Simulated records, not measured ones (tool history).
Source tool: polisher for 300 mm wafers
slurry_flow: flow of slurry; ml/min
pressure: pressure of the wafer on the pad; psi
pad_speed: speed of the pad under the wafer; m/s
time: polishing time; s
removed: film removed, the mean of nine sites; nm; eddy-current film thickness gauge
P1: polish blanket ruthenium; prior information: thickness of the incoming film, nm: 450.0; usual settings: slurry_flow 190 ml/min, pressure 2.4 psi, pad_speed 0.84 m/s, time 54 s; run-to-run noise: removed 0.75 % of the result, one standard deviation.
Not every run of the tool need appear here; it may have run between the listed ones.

run	hour	slurry_flow	pressure	pad_speed	time	wafers polished on this pad	hours since the slurry nozzle was cleaned	hours since the head pressure was calibrated	removed
1	16.3	190	2.4	0.84	54	736	318.7	345.3	52.337
2	26.3	190	1.1	0.84	54	856	328.7	355.3	24.254
3	36.5	190	2.4	0.84	54	979	338.9	365.5	52.246
4	45.5	190	2.4	0.84	54	1087	347.9	374.5	52.273
5	54.5	190	2.4	0.84	54	1195	356.9	383.5	52.566
6	66.1	115	2.4	0.84	54	1335	368.5	395.1	48.188
7	77.3	190	2.4	1.22	54	1470	379.7	406.3	75.504
# hour 83.5: worn pad replaced by a new one
8	92.7	190	2.4	0.84	54	110	395.1	421.7	52.297
9	109.9	255	2.4	0.84	54	317	412.3	438.9	54.237
10	122.9	190	3.5	0.84	54	473	425.3	451.9	75.847
11	138.8	190	2.4	0.84	80	664	441.2	467.8	76.848
12	153.8	190	2.4	0.46	54	845	456.2	482.8	28.777
13	169.8	190	2.4	0.84	32	1037	472.2	498.8	30.745
14	179.5	190	1.7	0.48	54	1154	481.9	508.5	21.054
15	187.6	190	2.4	0.64	37	1251	490	516.6	27.622

What will run 16 give?
16	196.1	190	2.4	0.84	54	1353	498.5	525.1	?

Logged for run 16: removed 51.903 nm.
